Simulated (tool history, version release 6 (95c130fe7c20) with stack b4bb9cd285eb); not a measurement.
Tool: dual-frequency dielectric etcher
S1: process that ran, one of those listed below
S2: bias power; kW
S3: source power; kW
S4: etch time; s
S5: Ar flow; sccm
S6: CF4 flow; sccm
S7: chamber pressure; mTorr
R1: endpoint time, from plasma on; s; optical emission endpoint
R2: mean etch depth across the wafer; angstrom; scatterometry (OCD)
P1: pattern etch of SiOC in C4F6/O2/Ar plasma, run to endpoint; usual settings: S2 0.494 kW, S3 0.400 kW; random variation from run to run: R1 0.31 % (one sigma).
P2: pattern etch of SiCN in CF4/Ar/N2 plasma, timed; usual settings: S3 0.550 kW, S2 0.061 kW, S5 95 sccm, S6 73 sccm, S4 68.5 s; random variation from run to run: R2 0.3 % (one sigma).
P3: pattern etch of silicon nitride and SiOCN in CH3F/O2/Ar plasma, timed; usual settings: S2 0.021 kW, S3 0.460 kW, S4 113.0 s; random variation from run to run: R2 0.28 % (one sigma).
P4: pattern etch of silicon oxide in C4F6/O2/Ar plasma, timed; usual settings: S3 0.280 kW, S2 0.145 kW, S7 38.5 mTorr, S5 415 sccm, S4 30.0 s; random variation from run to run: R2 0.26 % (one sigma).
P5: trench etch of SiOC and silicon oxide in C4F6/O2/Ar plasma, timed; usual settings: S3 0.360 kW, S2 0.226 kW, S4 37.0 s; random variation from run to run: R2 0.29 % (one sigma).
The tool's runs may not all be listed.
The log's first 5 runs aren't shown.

| run | hour | S1 | S2 | S3 | S4 | S5 | S6 | S7 | R1 | R2 |
|---|---|---|---|---|---|---|---|---|---|---|
| 6 | 72.0 | P4 | 0.145 | 0.280 | 30.0 | 415 |  | 38.5 |  | 709.810 |
| 7 | 87.1 | P5 | 0.226 | 0.360 | 37.0 |  |  |  |  | 759.160 |
| 8 | 97.4 | P3 | 0.021 | 0.360 | 113.0 |  |  |  |  | 144.170 |
| 9 | 104.9 | P4 | 0.145 | 0.280 | 30.0 | 314 |  | 38.5 |  | 735.820 |
|  | 117.9 | source power generator calibrated |
| 10 | 119.1 | P2 | 0.061 | 0.550 | 68.5 | 133 | 73 |  |  | 656.140 |
| 11 | 129.1 | P1 | 0.494 | 0.400 |  |  |  |  | 15.852 |  |
| 12 | 139.9 | P1 | 0.494 | 0.400 |  |  |  |  | 15.872 |  |
|  | 144.9 | wet clean of the chamber |
| 13 | 154.8 | P5 | 0.296 | 0.360 | 37.0 |  |  |  |  | 840.060 |
| 14 | 168.0 | P3 | 0.029 | 0.460 | 113.0 |  |  |  |  | 180.950 |
| 15 | 178.0 | P5 | 0.226 | 0.210 | 37.0 |  |  |  |  | 620.930 |
| 16 | 190.8 | P1 | 0.363 | 0.400 |  |  |  |  | 17.762 |  |
| 17 | 200.4 | P1 | 0.697 | 0.400 |  |  |  |  | 13.884 |  |
| 18 | 213.1 | P3 | 0.021 | 0.460 | 113.0 |  |  |  |  | 156.690 |
| 19 | 226.3 | P3 | 0.021 | 0.460 | 62.0 |  |  |  |  | 85.574 |
| 20 | 241.0 | P4 | 0.145 | 0.390 | 30.0 | 415 |  | 38.5 |  | 808.010 |
| 21 | 255.0 | P4 | 0.145 | 0.280 | 30.0 | 415 |  | 38.5 |  | 709.140 |
| 22 | 264.4 | P2 | 0.061 | 0.550 | 91.0 | 95 | 73 |  |  | 924.520 |
| 23 | 272.2 | P2 | 0.061 | 0.550 | 68.5 | 95 | 73 |  |  | 699.300 |
| 24 | 285.3 | P4 | 0.145 | 0.280 | 40.5 | 415 |  | 38.5 |  | 959.300 |
| 25 | 299.1 | P1 | 0.494 | 0.280 |  |  |  |  | 18.107 |  |
| 26 | 307.1 | P5 | 0.226 | 0.360 | 37.0 |  |  |  |  | 761.370 |
| 27 | 317.4 | P1 | 0.494 | 0.560 |  |  |  |  | 14.034 |  |

Forecast run 28:
| 28 | 331.0 | P4 | 0.145 | 0.280 | 30.0 | 415 |  | 54.0 |  | ? |

{"run 28": {"R2": 679.11}}

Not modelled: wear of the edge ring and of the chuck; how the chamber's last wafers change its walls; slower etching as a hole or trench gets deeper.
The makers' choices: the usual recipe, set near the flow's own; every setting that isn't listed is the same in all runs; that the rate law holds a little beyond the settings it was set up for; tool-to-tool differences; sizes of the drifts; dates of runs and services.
